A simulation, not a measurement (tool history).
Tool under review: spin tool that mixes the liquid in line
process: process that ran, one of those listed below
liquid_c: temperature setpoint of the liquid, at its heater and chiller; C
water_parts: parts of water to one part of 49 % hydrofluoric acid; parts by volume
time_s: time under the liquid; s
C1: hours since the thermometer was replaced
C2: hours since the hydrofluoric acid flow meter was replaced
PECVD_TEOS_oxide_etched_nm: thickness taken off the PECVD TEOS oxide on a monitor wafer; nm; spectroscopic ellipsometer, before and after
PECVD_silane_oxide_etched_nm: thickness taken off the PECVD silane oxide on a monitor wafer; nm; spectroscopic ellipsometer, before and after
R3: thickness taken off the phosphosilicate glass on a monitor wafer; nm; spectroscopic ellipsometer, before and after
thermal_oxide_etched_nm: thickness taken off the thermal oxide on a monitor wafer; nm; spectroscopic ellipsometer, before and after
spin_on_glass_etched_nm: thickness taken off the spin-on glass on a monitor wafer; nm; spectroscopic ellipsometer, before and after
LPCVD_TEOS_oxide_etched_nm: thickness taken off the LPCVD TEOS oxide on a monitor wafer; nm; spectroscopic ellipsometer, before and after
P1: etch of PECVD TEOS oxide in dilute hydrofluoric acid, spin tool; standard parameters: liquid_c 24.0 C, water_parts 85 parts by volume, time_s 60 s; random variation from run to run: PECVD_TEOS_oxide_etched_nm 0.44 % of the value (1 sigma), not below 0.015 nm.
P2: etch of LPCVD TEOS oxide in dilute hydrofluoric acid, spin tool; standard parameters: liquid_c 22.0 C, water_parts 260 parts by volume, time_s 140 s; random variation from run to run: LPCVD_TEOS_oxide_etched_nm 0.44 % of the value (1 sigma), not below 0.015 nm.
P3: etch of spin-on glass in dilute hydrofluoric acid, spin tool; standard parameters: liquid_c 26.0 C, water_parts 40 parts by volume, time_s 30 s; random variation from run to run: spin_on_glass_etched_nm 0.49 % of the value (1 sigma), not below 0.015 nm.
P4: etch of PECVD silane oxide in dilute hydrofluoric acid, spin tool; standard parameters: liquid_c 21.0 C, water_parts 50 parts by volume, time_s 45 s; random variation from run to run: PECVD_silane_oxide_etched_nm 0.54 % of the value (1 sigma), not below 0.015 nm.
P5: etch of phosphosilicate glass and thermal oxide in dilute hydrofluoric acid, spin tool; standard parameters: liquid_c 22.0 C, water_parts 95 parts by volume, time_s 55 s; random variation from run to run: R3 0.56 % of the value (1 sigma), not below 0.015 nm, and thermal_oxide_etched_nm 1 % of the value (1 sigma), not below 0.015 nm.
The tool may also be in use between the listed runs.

{"run": 1, "day": 0.333, "process": "P1", "liquid_c": 24.0, "water_parts": 85, "time_s": 60, "C1": 181.2, "C2": 455.5, "PECVD_TEOS_oxide_etched_nm": 10.693}
{"run": 2, "day": 0.583, "process": "P4", "liquid_c": 21.0, "water_parts": 50, "time_s": 45, "C1": 187.2, "C2": 461.5, "PECVD_silane_oxide_etched_nm": 33.745}
{"run": 3, "day": 0.838, "process": "P5", "liquid_c": 22.0, "water_parts": 95, "time_s": 55, "C1": 193.3, "C2": 467.6, "R3": 31.866, "thermal_oxide_etched_nm": 2.5367}
{"run": 4, "day": 1.121, "process": "P1", "liquid_c": 24.0, "water_parts": 85, "time_s": 60, "C1": 200.1, "C2": 474.4, "PECVD_TEOS_oxide_etched_nm": 10.792}
{"run": 5, "day": 1.512, "process": "P1", "liquid_c": 24.0, "water_parts": 85, "time_s": 100, "C1": 209.5, "C2": 483.8, "PECVD_TEOS_oxide_etched_nm": 18.061}
{"run": 6, "day": 1.704, "process": "P4", "liquid_c": 21.0, "water_parts": 90, "time_s": 45, "C1": 214.1, "C2": 488.4, "PECVD_silane_oxide_etched_nm": 17.887}
{"run": 7, "day": 2.042, "process": "P1", "liquid_c": 24.0, "water_parts": 85, "time_s": 60, "C1": 222.2, "C2": 496.5, "PECVD_TEOS_oxide_etched_nm": 10.865}
{"run": 8, "day": 2.342, "process": "P4", "liquid_c": 21.0, "water_parts": 50, "time_s": 85, "C1": 229.4, "C2": 503.7, "PECVD_silane_oxide_etched_nm": 63.292}
{"run": 9, "day": 2.642, "process": "P5", "liquid_c": 17.0, "water_parts": 95, "time_s": 55, "C1": 236.6, "C2": 510.9, "R3": 25.91, "thermal_oxide_etched_nm": 2.0657}
{"run": 10, "day": 2.854, "process": "P5", "liquid_c": 22.0, "water_parts": 95, "time_s": 15, "C1": 241.7, "C2": 516.0, "R3": 8.6933, "thermal_oxide_etched_nm": 0.66673}
{"run": 11, "day": 3.079, "process": "P3", "liquid_c": 26.0, "water_parts": 70, "time_s": 30, "C1": 247.1, "C2": 521.4, "spin_on_glass_etched_nm": 21.576}
{"run": 12, "day": 3.342, "process": "P1", "liquid_c": 24.0, "water_parts": 145, "time_s": 60, "C1": 253.4, "C2": 527.7, "PECVD_TEOS_oxide_etched_nm": 5.8933}
{"run": 13, "day": 3.7, "process": "P1", "liquid_c": 17.0, "water_parts": 85, "time_s": 105, "C1": 262.0, "C2": 536.3, "PECVD_TEOS_oxide_etched_nm": 14.157}
{"run": 14, "day": 3.904, "process": "P1", "liquid_c": 27.5, "water_parts": 25, "time_s": 60, "C1": 266.9, "C2": 541.2, "PECVD_TEOS_oxide_etched_nm": 46.214}
{"run": 15, "day": 4.258, "process": "P2", "liquid_c": 22.0, "water_parts": 260, "time_s": 140, "C1": 275.4, "C2": 549.7, "LPCVD_TEOS_oxide_etched_nm": 22.703}
{"run": 16, "day": 4.5, "process": "P3", "liquid_c": 26.0, "water_parts": 40, "time_s": 30, "C1": 281.2, "C2": 555.5, "spin_on_glass_etched_nm": 39.543}
{"run": 17, "day": 4.812, "process": "P2", "liquid_c": 22.0, "water_parts": 260, "time_s": 265, "C1": 288.7, "C2": 563.0, "LPCVD_TEOS_oxide_etched_nm": 42.945}
{"run": 18, "day": 5.038, "process": "P3", "liquid_c": 26.0, "water_parts": 40, "time_s": 55, "C1": 294.1, "C2": 568.4, "spin_on_glass_etched_nm": 72.498}
{"run": 19, "day": 5.417, "process": "P4", "liquid_c": 21.0, "water_parts": 50, "time_s": 45, "C1": 303.2, "C2": 577.5, "PECVD_silane_oxide_etched_nm": 33.597}
{"run": 20, "day": 5.8, "process": "P1", "liquid_c": 28.0, "water_parts": 85, "time_s": 60, "C1": 312.4, "C2": 586.7, "PECVD_TEOS_oxide_etched_nm": 12.693}
{"run": 21, "day": 6.158, "process": "P1", "liquid_c": 18.0, "water_parts": 25, "time_s": 60, "C1": 321.0, "C2": 595.3, "PECVD_TEOS_oxide_etched_nm": 30.695}
{"run": 22, "day": 6.4, "process": "P3", "liquid_c": 20.0, "water_parts": 40, "time_s": 30, "C1": 326.8, "C2": 601.1, "spin_on_glass_etched_nm": 31.063}
{"run": 23, "day": 6.633, "process": "P1", "liquid_c": 17.0, "water_parts": 85, "time_s": 60, "C1": 332.4, "C2": 606.7, "PECVD_TEOS_oxide_etched_nm": 8.0705}
{"run": 24, "day": 6.879, "process": "P4", "liquid_c": 17.0, "water_parts": 50, "time_s": 45, "C1": 338.3, "C2": 612.6, "PECVD_silane_oxide_etched_nm": 28.409}
{"run": 25, "day": 7.258, "process": "P5", "liquid_c": 22.0, "water_parts": 135, "time_s": 55, "C1": 347.4, "C2": 621.7, "R3": 21.27, "thermal_oxide_etched_nm": 1.7052}
{"run": 26, "day": 7.525, "process": "P1", "liquid_c": 24.0, "water_parts": 85, "time_s": 60, "C1": 353.8, "C2": 628.1, "PECVD_TEOS_oxide_etched_nm": 10.849}
{"run": 27, "day": 7.854, "process": "P2", "liquid_c": 22.0, "water_parts": 470, "time_s": 140, "C1": 361.7, "C2": 636.0, "LPCVD_TEOS_oxide_etched_nm": 10.449}
{"run": 28, "day": 8.254, "process": "P1", "liquid_c": 24.0, "water_parts": 85, "time_s": 60, "C1": 371.3, "C2": 645.6, "PECVD_TEOS_oxide_etched_nm": 10.776}
{"run": 29, "day": 8.517, "process": "P1", "liquid_c": 24.0, "water_parts": 85, "time_s": 60, "C1": 377.6, "C2": 651.9, "PECVD_TEOS_oxide_etched_nm": 10.761}
{"run": 30, "day": 8.892, "process": "P2", "liquid_c": 17.0, "water_parts": 260, "time_s": 140, "C1": 386.6, "C2": 660.9, "LPCVD_TEOS_oxide_etched_nm": 18.907}
{"run": 31, "day": 9.254, "process": "P1", "liquid_c": 24.0, "water_parts": 40, "time_s": 60, "C1": 395.3, "C2": 669.6, "PECVD_TEOS_oxide_etched_nm": 24.463}
{"run": 32, "day": 9.562, "process": "P5", "liquid_c": 22.0, "water_parts": 95, "time_s": 55, "C1": 402.7, "C2": 677.0, "R3": 31.825, "thermal_oxide_etched_nm": 2.5352}
{"run": 33, "day": 9.908, "process": "P1", "liquid_c": 24.0, "water_parts": 85, "time_s": 25, "C1": 411.0, "C2": 685.3, "PECVD_TEOS_oxide_etched_nm": 4.4815}
{"run": 34, "day": 10.221, "process": "P1", "liquid_c": 24.0, "water_parts": 85, "time_s": 60, "C1": 418.5, "C2": 692.8, "PECVD_TEOS_oxide_etched_nm": 10.767}
{"run": 35, "day": 10.504, "process": "P1", "liquid_c": 24.0, "water_parts": 85, "time_s": 60, "C1": 425.3, "C2": 699.6, "PECVD_TEOS_oxide_etched_nm": 10.484}
{"run": 36, "day": 10.779, "process": "P1", "liquid_c": 24.0, "water_parts": 85, "time_s": 60, "C1": 431.9, "C2": 706.2, "PECVD_TEOS_oxide_etched_nm": 10.129}
{"run": 37, "day": 11.021, "process": "P1", "liquid_c": 24.0, "water_parts": 85, "time_s": 60, "C1": 437.7, "C2": 712.0, "PECVD_TEOS_oxide_etched_nm": 10.129}
{"run": 38, "day": 11.329, "process": "P1", "liquid_c": 24.0, "water_parts": 85, "time_s": 60, "C1": 445.1, "C2": 719.4, "PECVD_TEOS_oxide_etched_nm": 9.9931}
{"run": 39, "day": 11.529, "process": "P1", "liquid_c": 24.0, "water_parts": 85, "time_s": 60, "C1": 449.9, "C2": 724.2, "PECVD_TEOS_oxide_etched_nm": 9.9457}
{"run": 40, "day": 11.796, "process": "P1", "liquid_c": 24.0, "water_parts": 85, "time_s": 60, "C1": 456.3, "C2": 730.6, "PECVD_TEOS_oxide_etched_nm": 9.9141}
{"run": 41, "day": 12.142, "process": "P1", "liquid_c": 24.0, "water_parts": 85, "time_s": 60, "C1": 464.6, "C2": 738.9, "PECVD_TEOS_oxide_etched_nm": 9.9277}

The output of P1 has drifted from where it used to be. Each of the 2 causes below, taken at the size shown beside it, accounts for the log equally well:
A: hydrofluoric acid flow below the setpoint (%) = 7.45
B: liquid colder than its thermometer reads (K) = 2.13
Onset of the creep was near day 10.221.

Of the 4 check runs listed below, each run on one wafer and each result written as a question mark, which would let you distinguish the listed causes because they would give clearly different results?
{"run": "check 1", "day": 12.488, "process": "P4", "liquid_c": 21.0, "water_parts": 85, "time_s": 85, "PECVD_silane_oxide_etched_nm": "?"}
{"run": "check 2", "day": 12.488, "process": "P5", "liquid_c": 17.0, "water_parts": 95, "time_s": 15, "R3": "?", "thermal_oxide_etched_nm": "?"}
{"run": "check 3", "day": 12.488, "process": "P2", "liquid_c": 22.0, "water_parts": 450, "time_s": 265, "LPCVD_TEOS_oxide_etched_nm": "?"}
{"run": "check 4", "day": 12.488, "process": "P3", "liquid_c": 20.5, "water_parts": 70, "time_s": 30, "spin_on_glass_etched_nm": "?"}

What every check run would give for each of its results, assuming each possible cause in turn:
check=check_1 result=PECVD_silane_oxide_etched_nm if_A=32.812 if_B=32.712
check=check_2 result=R3 if_A=6.4975 if_B=6.4616
check=check_2 result=thermal_oxide_etched_nm if_A=0.51713 if_B=0.51427
check=check_3 result=LPCVD_TEOS_oxide_etched_nm if_A=18.863 if_B=19.553
check=check_4 result=spin_on_glass_etched_nm if_A=15.920 if_B=15.830
How far apart the two closest causes lie, in the result that separates them most: check 1 0.3 %; check 2 0.56 %; check 3 3.59 %; check 4 0.57 %
Check 3 tells the causes apart: in the others they would give nearly the same result.

Check 3 was carried out, with these results: LPCVD_TEOS_oxide_etched_nm 19.566 nm. Which of the listed causes is responsible?

Of the candidate causes, it is B: liquid colder than its thermometer reads (K).
